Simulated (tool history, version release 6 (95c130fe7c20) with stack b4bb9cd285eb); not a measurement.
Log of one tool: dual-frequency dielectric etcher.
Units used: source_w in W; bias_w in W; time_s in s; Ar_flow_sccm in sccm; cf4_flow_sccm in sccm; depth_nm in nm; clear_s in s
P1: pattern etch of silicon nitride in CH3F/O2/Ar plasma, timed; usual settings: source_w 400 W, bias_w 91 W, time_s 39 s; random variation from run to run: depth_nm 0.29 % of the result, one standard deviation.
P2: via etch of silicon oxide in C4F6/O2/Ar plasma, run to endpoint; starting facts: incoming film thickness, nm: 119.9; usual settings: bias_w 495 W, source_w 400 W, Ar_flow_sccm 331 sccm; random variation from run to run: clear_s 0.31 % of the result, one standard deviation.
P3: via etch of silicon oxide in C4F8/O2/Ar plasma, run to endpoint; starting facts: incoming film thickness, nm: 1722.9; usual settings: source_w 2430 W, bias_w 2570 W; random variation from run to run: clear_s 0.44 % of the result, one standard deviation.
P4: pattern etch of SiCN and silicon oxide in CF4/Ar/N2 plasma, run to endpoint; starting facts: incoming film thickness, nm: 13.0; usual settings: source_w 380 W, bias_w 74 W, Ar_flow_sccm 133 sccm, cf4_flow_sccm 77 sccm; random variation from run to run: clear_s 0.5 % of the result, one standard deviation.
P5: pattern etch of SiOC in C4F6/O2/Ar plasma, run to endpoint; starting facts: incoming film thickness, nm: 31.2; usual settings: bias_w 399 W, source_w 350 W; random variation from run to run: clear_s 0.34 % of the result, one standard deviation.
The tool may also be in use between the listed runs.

run 1 hour=5.3 | process=P1 source_w=400 bias_w=91 time_s=39 | depth_nm=29.283
run 2 hour=10.1 | process=P1 source_w=400 bias_w=91 time_s=55 | depth_nm=41.436
run 3 hour=13.1 | process=P1 source_w=320 bias_w=91 time_s=39 | depth_nm=26.909
run 4 hour=16.3 | process=P1 source_w=400 bias_w=70 time_s=39 | depth_nm=26.822
run 5 hour=21 | process=P4 source_w=230 bias_w=74 Ar_flow_sccm=133 cf4_flow_sccm=77 | clear_s=27.692
run 6 hour=23.7 | process=P1 source_w=400 bias_w=91 time_s=39 | depth_nm=29.335
run 7 hour=29.1 | process=P2 source_w=400 bias_w=495 Ar_flow_sccm=207 | clear_s=25.814
run 8 hour=32.6 | process=P4 source_w=380 bias_w=46 Ar_flow_sccm=133 cf4_flow_sccm=77 | clear_s=20.879
run 9 hour=36.7 | process=P5 source_w=350 bias_w=285 | clear_s=13.743
run 10 hour=39.3 | process=P1 source_w=400 bias_w=91 time_s=29 | depth_nm=21.765
run 11 hour=43 | process=P5 source_w=450 bias_w=399 | clear_s=11.069
run 12 hour=47.1 | process=P1 source_w=400 bias_w=91 time_s=39 | depth_nm=29.268
run 13 hour=50.5 | process=P1 source_w=400 bias_w=72 time_s=56 | depth_nm=38.888
run 14 hour=55.1 | process=P5 source_w=350 bias_w=399 | clear_s=12.188
run 15 hour=58.6 | process=P1 source_w=400 bias_w=91 time_s=39 | depth_nm=29.328
run 16 hour=62.7 | process=P1 source_w=520 bias_w=91 time_s=39 | depth_nm=32.417
run 17 hour=67.8 | process=P4 source_w=380 bias_w=74 Ar_flow_sccm=133 cf4_flow_sccm=45 | clear_s=19.532
run 18 hour=71.1 | process=P5 source_w=350 bias_w=399 | clear_s=12.232
run 19 hour=74.8 | process=P3 source_w=2430 bias_w=2570 | clear_s=297.84
run 20 hour=78.2 | process=P1 source_w=270 bias_w=59 time_s=39 | depth_nm=21.728
run 21 hour=82 | process=P1 source_w=400 bias_w=91 time_s=39 | depth_nm=29.139
run 22 hour=86.4 | process=P2 source_w=400 bias_w=495 Ar_flow_sccm=331 | clear_s=27.214
run 23 hour=89.2 | process=P3 source_w=1490 bias_w=2570 | clear_s=361.49
run 24 hour=93.8 | process=P2 source_w=400 bias_w=495 Ar_flow_sccm=331 | clear_s=27.28
-- hour=95.9 bias power generator calibrated
run 25 hour=97.6 | process=P3 source_w=2430 bias_w=3518 | clear_s=269.35
run 26 hour=101.2 | process=P4 source_w=380 bias_w=74 Ar_flow_sccm=170 cf4_flow_sccm=77 | clear_s=18.371
run 27 hour=104.3 | process=P2 source_w=400 bias_w=648 Ar_flow_sccm=331 | clear_s=24.459
run 28 hour=107.4 | process=P1 source_w=400 bias_w=129 time_s=39 | depth_nm=33.261
run 29 hour=109.9 | process=P2 source_w=570 bias_w=495 Ar_flow_sccm=331 | clear_s=23.855
run 30 hour=113.7 | process=P4 source_w=380 bias_w=74 Ar_flow_sccm=133 cf4_flow_sccm=77 | clear_s=17.735
run 31 hour=118.9 | process=P1 source_w=400 bias_w=91 time_s=39 | depth_nm=29.326
run 32 hour=121.5 | process=P1 source_w=400 bias_w=91 time_s=39 | depth_nm=29.349
run 33 hour=125.5 | process=P1 source_w=400 bias_w=91 time_s=39 | depth_nm=29.568
run 34 hour=128.3 | process=P1 source_w=400 bias_w=91 time_s=39 | depth_nm=29.537
-- hour=129.7 wet clean of the chamber
run 35 hour=130.6 | process=P1 source_w=400 bias_w=91 time_s=39 | depth_nm=29.692
run 36 hour=134.2 | process=P1 source_w=400 bias_w=91 time_s=39 | depth_nm=29.689
run 37 hour=138.3 | process=P1 source_w=400 bias_w=91 time_s=39 | depth_nm=29.861
run 38 hour=142.8 | process=P1 source_w=400 bias_w=91 time_s=39 | depth_nm=29.619
run 39 hour=146.3 | process=P1 source_w=400 bias_w=91 time_s=39 | depth_nm=29.704

Compared with where it was, what P1 gives has crept away. Each cause listed below fits the log as well as the rest, at the size given for it:
A: source power that arrives over what is set, % = 4.01
B: bias power that arrives over what is set, % = 4.15
At approximately hour 118.9, the process output began to creep.
Ruled out, with reasons:
chamber walls in a state that raises the etch rate, %: its service at hour 129.7 followed the start of the drift and did not put the process back to its old value

Below are 4 check runs, each averaged over 3 wafers, with their results shown as question marks. Which of them would give clearly different results depending on which cause is behind the drift?
run check 1 hour=149.8 | process=P4 source_w=260 bias_w=48 Ar_flow_sccm=133 cf4_flow_sccm=77 | clear_s=?
run check 2 hour=149.8 | process=P3 source_w=1620 bias_w=3430 | clear_s=?
run check 3 hour=149.8 | process=P5 source_w=350 bias_w=320 | clear_s=?
run check 4 hour=149.8 | process=P2 source_w=500 bias_w=570 Ar_flow_sccm=331 | clear_s=?

What each check would give under each cause:
check=check_1 result=clear_s if_A=27.809 if_B=28.406
check=check_2 result=clear_s if_A=313.62 if_B=314.24
check=check_3 result=clear_s if_A=12.98 if_B=12.987
check=check_4 result=clear_s if_A=23.43 if_B=23.409
How far apart the two closest causes lie, in the result that separates them most: check 1 2.12 %; check 2 0.2 %; check 3 0.05 %; check 4 0.09 %
Check 1 distinguishes between the causes, while the remaining checks would return nearly the same result for all of them.

Check 1 has now been run. It gave: clear_s 28.387 s. Which of the candidate causes is it?

It was cause B: bias power that arrives over what is set, %.
